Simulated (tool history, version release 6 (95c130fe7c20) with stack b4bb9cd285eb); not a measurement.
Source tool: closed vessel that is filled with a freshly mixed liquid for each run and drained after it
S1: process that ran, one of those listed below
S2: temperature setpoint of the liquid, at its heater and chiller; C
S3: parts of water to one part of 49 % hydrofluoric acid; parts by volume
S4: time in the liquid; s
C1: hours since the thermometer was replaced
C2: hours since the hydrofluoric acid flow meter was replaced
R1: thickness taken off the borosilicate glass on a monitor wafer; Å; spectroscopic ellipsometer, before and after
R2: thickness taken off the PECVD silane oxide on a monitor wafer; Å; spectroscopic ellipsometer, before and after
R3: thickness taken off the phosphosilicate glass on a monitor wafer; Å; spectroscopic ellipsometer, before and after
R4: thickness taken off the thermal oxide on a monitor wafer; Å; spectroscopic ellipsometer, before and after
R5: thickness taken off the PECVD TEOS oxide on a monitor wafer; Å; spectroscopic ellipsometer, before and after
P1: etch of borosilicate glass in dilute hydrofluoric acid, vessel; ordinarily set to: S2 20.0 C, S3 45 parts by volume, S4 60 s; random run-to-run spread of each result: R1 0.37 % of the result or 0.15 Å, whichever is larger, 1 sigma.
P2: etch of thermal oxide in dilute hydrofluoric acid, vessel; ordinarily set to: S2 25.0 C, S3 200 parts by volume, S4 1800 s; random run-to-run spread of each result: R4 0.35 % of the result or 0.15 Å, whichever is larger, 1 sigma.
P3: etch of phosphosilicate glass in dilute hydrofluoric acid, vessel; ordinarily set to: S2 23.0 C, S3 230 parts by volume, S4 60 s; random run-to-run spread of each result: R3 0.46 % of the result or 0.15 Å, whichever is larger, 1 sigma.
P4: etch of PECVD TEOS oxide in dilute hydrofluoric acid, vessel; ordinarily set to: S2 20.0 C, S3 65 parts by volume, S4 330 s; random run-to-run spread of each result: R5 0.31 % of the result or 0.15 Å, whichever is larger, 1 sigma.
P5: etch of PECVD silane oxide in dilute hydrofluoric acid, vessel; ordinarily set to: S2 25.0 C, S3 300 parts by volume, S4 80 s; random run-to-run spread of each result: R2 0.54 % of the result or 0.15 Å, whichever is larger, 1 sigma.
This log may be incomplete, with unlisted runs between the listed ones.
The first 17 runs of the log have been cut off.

run 18 hour=138.0 | S1=P3 S2=18.0 S3=230 S4=60 | C1=1227.9 C2=458.9 | R3=289.35
run 19 hour=145.3 | S1=P1 S2=25.0 S3=45 S4=30 | C1=1235.2 C2=466.2 | R1=192.58
run 20 hour=154.5 | S1=P2 S2=25.0 S3=200 S4=1800 | C1=1244.4 C2=475.4 | R4=412.720
run 21 hour=163.1 | S1=P1 S2=20.0 S3=45 S4=60 | C1=1253.0 C2=484.0 | R1=310.95
run 22 hour=172.7 | S1=P1 S2=26.5 S3=45 S4=60 | C1=1262.6 C2=493.6 | R1=407.42
run 23 hour=179.9 | S1=P2 S2=25.0 S3=295 S4=1800 | C1=1269.8 C2=500.8 | R4=253.290
run 24 hour=187.0 | S1=P3 S2=23.0 S3=60 S4=60 | C1=1276.9 C2=507.9 | R3=1620.70
run 25 hour=191.7 | S1=P5 S2=25.0 S3=70 S4=80 | C1=1281.6 C2=512.6 | R2=493.410
run 26 hour=201.0 | S1=P3 S2=23.0 S3=230 S4=60 | C1=1290.9 C2=521.9 | R3=349.19
run 27 hour=207.6 | S1=P4 S2=20.0 S3=65 S4=610 | C1=1297.5 C2=528.5 | R5=882.60
run 28 hour=214.4 | S1=P4 S2=20.0 S3=20 S4=330 | C1=1304.3 C2=535.3 | R5=1633.40
run 29 hour=220.3 | S1=P1 S2=20.0 S3=65 S4=60 | C1=1310.2 C2=541.2 | R1=211.57

Expected results for the next run?
run 30 hour=227.8 | S1=P2 S2=33.5 S3=200 S4=1800 | C1=1317.7 C2=548.7 | R4=?

R4: 551.360 Å
